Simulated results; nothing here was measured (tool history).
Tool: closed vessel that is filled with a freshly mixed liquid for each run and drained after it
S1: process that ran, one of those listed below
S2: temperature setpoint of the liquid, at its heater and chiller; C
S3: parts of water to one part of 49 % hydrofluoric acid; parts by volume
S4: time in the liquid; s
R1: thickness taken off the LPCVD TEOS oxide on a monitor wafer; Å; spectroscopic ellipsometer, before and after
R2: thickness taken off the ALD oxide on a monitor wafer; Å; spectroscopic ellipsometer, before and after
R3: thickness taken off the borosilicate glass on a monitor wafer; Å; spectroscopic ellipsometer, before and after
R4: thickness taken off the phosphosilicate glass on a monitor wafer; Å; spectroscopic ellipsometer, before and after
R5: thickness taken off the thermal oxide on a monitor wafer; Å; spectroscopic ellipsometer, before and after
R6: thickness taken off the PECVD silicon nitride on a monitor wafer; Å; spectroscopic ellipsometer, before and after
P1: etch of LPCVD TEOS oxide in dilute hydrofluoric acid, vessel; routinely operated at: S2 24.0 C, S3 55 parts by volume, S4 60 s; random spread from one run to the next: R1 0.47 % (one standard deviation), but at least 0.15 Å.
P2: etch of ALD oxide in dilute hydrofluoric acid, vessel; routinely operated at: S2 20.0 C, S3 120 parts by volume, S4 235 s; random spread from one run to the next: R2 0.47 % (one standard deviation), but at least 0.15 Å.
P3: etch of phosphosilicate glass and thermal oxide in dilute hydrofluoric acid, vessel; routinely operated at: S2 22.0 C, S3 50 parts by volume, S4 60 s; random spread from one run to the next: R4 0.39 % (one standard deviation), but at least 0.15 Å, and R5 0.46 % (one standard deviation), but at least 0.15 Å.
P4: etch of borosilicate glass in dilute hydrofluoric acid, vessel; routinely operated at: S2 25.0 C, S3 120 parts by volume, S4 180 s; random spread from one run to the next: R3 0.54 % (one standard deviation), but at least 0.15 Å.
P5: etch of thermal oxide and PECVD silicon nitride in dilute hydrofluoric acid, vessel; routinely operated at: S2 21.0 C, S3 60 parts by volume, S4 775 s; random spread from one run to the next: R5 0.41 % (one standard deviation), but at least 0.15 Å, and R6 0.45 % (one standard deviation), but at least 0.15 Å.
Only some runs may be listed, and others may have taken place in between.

run   hour  S1    S2   S3   S4       R1       R2       R3      R4        R5       R6
  1   14.6  P1  24.0   55   60   592.18
  2   26.8  P2  20.0  120  235           379.900
  3   41.3  P4  25.0  120  180                     528.47
  4   56.5  P1  28.5   20   60  2041.00
  5   70.5  P1  24.0   55   60   597.18
  6   81.5  P1  24.0   55   30   296.99
  7   96.7  P1  19.5   55   60   495.88
  8  112.7  P2  20.0  180  235           240.680
  9  120.6  P3  22.0   20   60                             3342.0   151.050
 10  130.2  P4  25.0  120   50                     146.21
 11  141.6  P4  31.0  120  180                     664.58
 12  150.6  P3  22.0   50   90                             1912.8    87.053
 13  166.5  P4  25.0   20  180                    3604.80
 14  179.3  P1  24.0  100   60   309.17
 15  192.3  P3  22.0   50   60                             1286.7    58.761
 16  206.1  P1  24.0   30   60  1121.20
 17  216.9  P5  28.0   60  775                                      717.220  310.930
 18  228.1  P5  21.0   60  775                                      542.480  193.650
 19  236.4  P2  20.0  120   30            48.786
 20  243.7  P2  17.0  120  235           336.140
 21  257.1  P1  24.0   55   60   590.00
 22  267.4  P3  25.5   50   60                             1499.1    67.186
 23  277.0  P4  25.0  120  180                     519.34
 24  290.3  P3  22.0   50   60                             1286.8    58.175
 25  300.5  P1  24.0   55   60   596.19
 26  310.9  P5  21.0   60  135                                       94.465   34.209
 27  325.3  P1  24.0   55  115  1133.60
 28  333.1  P1  28.5   55   60   712.52
 29  344.9  P1  32.0   55  105  1428.80
 30  358.6  P5  21.0   25  775                                     1361.300  460.110
 31  370.6  P1  24.0   55   60   594.63
 32  385.8  P1  24.0   55   60   631.36
 33  396.5  P1  24.0   55   60   642.13
 34  405.6  P1  24.0   55   60   644.43
 35  414.9  P1  24.0   55   60   648.98
 36  424.7  P1  24.0   55   60   649.32
 37  437.2  P1  24.0   55   60   653.18

What P1 gives has crept away from where it was. These 2 causes fit the log equally well, each at the size given:
A: hydrofluoric acid flow above the setpoint (%) = 9.36
B: liquid hotter than its thermometer reads (K) = 2.36
The process output started creeping at around hour 370.6.

4 check runs are offered, one wafer each, their results left as question marks. Which one tells the causes apart?
check 1  449.7  P5  21.0   60  285                   ?   ?
check 2  449.7  P2  17.0  120  235       ?
check 3  449.7  P4  25.0   25   95           ?
check 4  449.7  P3  22.0   20   60               ?   ?

Check results expected under each cause:
  check  result     if A     if B
check 1      R5  219.210  219.650
check 1      R6   78.334   84.284
check 2      R2  373.230  372.270
check 3      R3  1653.50  1662.00
check 4      R4   3661.4   3693.2
check 4      R5  166.100  167.550
Separation of the two closest causes in each check, using whichever result separates them best: check 1 7.32 %; check 2 0.26 %; check 3 0.52 %; check 4 0.86 %
The causes can be told apart only by check 1. The other checks would give nearly the same results under each of them.

Running check 1 produced the following: R5 218.210 Å; R6 78.488 Å. Which one of the listed causes fits?

The correct cause is A, namely: hydrofluoric acid flow above the setpoint (%).

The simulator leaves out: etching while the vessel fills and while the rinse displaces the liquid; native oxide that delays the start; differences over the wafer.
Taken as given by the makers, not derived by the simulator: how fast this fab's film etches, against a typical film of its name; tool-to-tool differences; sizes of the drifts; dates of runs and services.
